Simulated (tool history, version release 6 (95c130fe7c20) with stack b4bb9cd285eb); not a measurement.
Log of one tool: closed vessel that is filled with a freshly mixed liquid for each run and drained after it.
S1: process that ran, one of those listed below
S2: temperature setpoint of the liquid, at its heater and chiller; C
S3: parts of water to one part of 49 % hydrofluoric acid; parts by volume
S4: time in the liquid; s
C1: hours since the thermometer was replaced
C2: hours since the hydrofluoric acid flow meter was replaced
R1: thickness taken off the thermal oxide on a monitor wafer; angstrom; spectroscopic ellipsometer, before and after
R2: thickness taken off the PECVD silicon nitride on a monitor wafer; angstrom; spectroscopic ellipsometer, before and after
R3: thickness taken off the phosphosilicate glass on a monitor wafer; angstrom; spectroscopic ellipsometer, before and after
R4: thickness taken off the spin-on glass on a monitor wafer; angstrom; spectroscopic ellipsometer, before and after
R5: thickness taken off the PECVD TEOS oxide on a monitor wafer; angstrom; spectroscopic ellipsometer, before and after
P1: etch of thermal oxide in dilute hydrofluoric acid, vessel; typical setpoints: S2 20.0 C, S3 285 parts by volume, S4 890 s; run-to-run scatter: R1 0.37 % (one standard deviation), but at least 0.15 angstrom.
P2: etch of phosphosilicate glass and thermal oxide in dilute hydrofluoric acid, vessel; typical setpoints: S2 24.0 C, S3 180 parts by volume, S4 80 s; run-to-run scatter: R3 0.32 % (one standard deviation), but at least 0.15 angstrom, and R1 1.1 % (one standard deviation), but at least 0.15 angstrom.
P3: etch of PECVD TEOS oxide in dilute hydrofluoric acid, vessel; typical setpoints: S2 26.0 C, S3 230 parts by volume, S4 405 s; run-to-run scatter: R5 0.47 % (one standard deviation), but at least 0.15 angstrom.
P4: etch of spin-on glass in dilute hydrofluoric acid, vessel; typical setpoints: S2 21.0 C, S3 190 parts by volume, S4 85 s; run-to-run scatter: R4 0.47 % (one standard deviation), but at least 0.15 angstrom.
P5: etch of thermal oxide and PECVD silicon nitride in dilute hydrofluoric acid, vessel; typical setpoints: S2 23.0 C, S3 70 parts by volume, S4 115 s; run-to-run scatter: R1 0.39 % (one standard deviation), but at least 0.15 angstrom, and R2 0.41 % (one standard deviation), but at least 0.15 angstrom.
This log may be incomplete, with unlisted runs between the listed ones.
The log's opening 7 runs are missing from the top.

run,hour,S1,S2,S3,S4,C1,C2,R1,R2,R3,R4,R5
8,39.3,P5,23.0,95,115,598.2,807.8,55.9200,39.496,,,
9,44.7,P1,20.0,285,890,603.6,813.2,104.9300,,,,
10,48.1,P1,20.0,285,1525,607.0,816.6,180.1300,,,,
11,50.8,P3,26.0,230,405,609.7,819.3,,,,,366.79
12,55.8,P5,23.0,70,115,614.7,824.3,78.3690,53.379,,,
13,60.2,P4,21.0,50,85,619.1,828.7,,,,898.30,
14,64.8,P5,23.0,70,215,623.7,833.3,145.1000,100.340,,,
15,68.3,P3,26.0,230,755,627.2,836.8,,,,,695.11
16,74.0,P2,17.0,180,80,632.9,842.5,13.8300,,342.22,,
17,79.5,P3,31.5,230,405,638.4,848.0,,,,,449.24
18,85.4,P2,24.0,180,80,644.3,853.9,18.5490,,451.42,,
19,91.2,P1,20.0,285,890,650.1,859.7,105.3400,,,,
20,94.4,P1,20.0,445,890,653.3,862.9,58.4690,,,,
21,100.2,P1,24.5,285,230,659.1,868.7,31.7680,,,,
22,104.5,P3,26.0,375,405,663.4,873.0,,,,,194.57
23,109.6,P4,21.0,190,85,668.5,878.1,,,,202.37,
24,112.6,P2,24.0,180,30,671.5,881.1,6.9551,,169.12,,
25,117.8,P5,18.0,70,115,676.7,886.3,63.7330,38.053,,,
26,122.7,P1,20.0,285,890,681.6,891.2,104.5100,,,,
27,128.6,P1,20.0,285,40,687.5,897.1,5.0365,,,,
28,133.9,P1,24.0,285,890,692.8,902.4,121.1100,,,,
29,139.1,P4,28.5,190,85,698.0,907.6,,,,268.50,
30,144.9,P1,20.0,285,890,703.8,913.4,105.3900,,,,
31,147.6,P1,17.0,285,890,706.5,916.1,93.4640,,,,
32,151.9,P1,20.0,285,890,710.8,920.4,103.9800,,,,

For run 33, what comes out?
33,155.7,P1,20.0,285,890,714.6,924.2,?,,,,

{"run 33": {"R1": 108.15}}

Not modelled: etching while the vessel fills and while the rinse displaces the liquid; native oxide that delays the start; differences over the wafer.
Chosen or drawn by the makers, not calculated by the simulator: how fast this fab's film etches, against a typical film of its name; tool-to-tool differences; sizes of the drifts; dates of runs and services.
